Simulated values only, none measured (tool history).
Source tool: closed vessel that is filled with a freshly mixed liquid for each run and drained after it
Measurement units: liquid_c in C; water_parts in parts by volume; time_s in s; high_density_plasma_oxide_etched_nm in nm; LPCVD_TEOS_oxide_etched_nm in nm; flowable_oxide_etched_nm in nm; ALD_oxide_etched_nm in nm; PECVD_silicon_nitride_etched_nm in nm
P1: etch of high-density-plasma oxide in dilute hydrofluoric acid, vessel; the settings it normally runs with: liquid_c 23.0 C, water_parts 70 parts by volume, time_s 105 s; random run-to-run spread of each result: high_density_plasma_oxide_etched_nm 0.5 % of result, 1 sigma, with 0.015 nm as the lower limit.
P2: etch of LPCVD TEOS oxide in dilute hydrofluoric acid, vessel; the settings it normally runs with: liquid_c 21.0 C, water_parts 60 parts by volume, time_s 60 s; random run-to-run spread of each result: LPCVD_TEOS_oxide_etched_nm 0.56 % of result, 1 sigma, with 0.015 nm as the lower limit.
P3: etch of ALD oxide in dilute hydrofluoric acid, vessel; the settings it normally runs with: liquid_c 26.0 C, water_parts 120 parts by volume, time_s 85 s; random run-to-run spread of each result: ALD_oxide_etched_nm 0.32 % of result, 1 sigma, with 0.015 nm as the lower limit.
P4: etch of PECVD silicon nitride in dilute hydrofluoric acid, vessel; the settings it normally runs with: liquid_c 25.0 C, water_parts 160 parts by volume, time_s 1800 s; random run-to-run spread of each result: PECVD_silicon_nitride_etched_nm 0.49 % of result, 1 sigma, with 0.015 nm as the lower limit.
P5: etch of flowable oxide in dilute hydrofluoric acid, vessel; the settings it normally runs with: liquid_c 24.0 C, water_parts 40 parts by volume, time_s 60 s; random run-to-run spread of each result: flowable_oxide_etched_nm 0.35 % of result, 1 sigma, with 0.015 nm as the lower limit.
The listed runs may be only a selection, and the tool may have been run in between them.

run	hour	process	liquid_c	water_parts	time_s	hours since the thermometer was replaced	hours since the hydrofluoric acid flow meter was replaced	high_density_plasma_oxide_etched_nm	LPCVD_TEOS_oxide_etched_nm	flowable_oxide_etched_nm	ALD_oxide_etched_nm	PECVD_silicon_nitride_etched_nm
1	7.7	P1	23.0	70	105	1534.7	248.7	7.7037				
2	15.1	P2	17.0	60	60	1542.1	256.1		37.757			
3	19.8	P2	21.0	60	60	1546.8	260.8		45.125			
4	24.9	P1	23.0	20	105	1551.9	265.9	29.1140				
5	32.2	P2	21.0	40	60	1559.2	273.2		68.787			
6	38.1	P1	18.0	70	105	1565.1	279.1	6.2574				
7	44.3	P5	24.0	40	60	1571.3	285.3			81.979		
8	54.4	P3	26.0	120	145	1581.4	295.4				42.746	
9	63.4	P4	25.0	160	1800	1590.4	304.4					39.388
10	71.1	P5	24.0	20	60	1598.1	312.1			168.630		
11	77.4	P5	24.0	40	110	1604.4	318.4			150.760		
12	87.9	P1	23.0	35	30	1614.9	328.9	4.6155				
13	96.4	P1	23.0	70	155	1623.4	337.4	11.4270				
14	106.7	P2	21.0	60	60	1633.7	347.7		44.642			
15	116.2	P1	23.0	70	105	1643.2	357.2	7.7348				
16	122.3	P1	23.0	70	30	1649.3	363.3	2.2021				
17	128.0	P1	30.5	70	105	1655.0	369.0	10.4770				
18	137.2	P4	25.0	160	1800	1664.2	378.2					39.624
19	147.6	P3	26.0	190	85	1674.6	388.6				14.490	
20	153.2	P4	19.5	160	1800	1680.2	394.2					27.672
21	161.5	P1	23.0	70	105	1688.5	402.5	7.7968				
22	171.7	P5	24.0	40	60	1698.7	412.7			82.292		
23	178.0	P5	17.0	40	60	1705.0	419.0			60.763		
24	187.3	P1	23.0	70	105	1714.3	428.3	7.7761				
25	195.7	P4	25.0	160	2655	1722.7	436.7					58.526
26	205.6	P3	26.0	120	85	1732.6	446.6				25.061	
27	215.5	P4	25.0	225	1800	1742.5	456.5					28.189
28	225.3	P1	23.0	125	105	1752.3	466.3	4.0637				
29	232.9	P1	23.0	70	105	1759.9	473.9	7.7347				
30	241.3	P3	19.5	120	85	1768.3	482.3				19.347	
31	250.1	P2	21.0	60	30	1777.1	491.1		22.313			
32	255.8	P1	23.0	70	105	1782.8	496.8	7.7886				
33	263.3	P1	23.0	70	105	1790.3	504.3	7.6474				
34	273.3	P1	23.0	70	105	1800.3	514.3	7.3735				
35	281.9	P1	23.0	70	105	1808.9	522.9	7.4284				

Estimate the outcome of run 36 from the log above:
36	288.8	P1	23.0	70	105	1815.8	529.8	?				

high_density_plasma_oxide_etched_nm: 7.2817 nm

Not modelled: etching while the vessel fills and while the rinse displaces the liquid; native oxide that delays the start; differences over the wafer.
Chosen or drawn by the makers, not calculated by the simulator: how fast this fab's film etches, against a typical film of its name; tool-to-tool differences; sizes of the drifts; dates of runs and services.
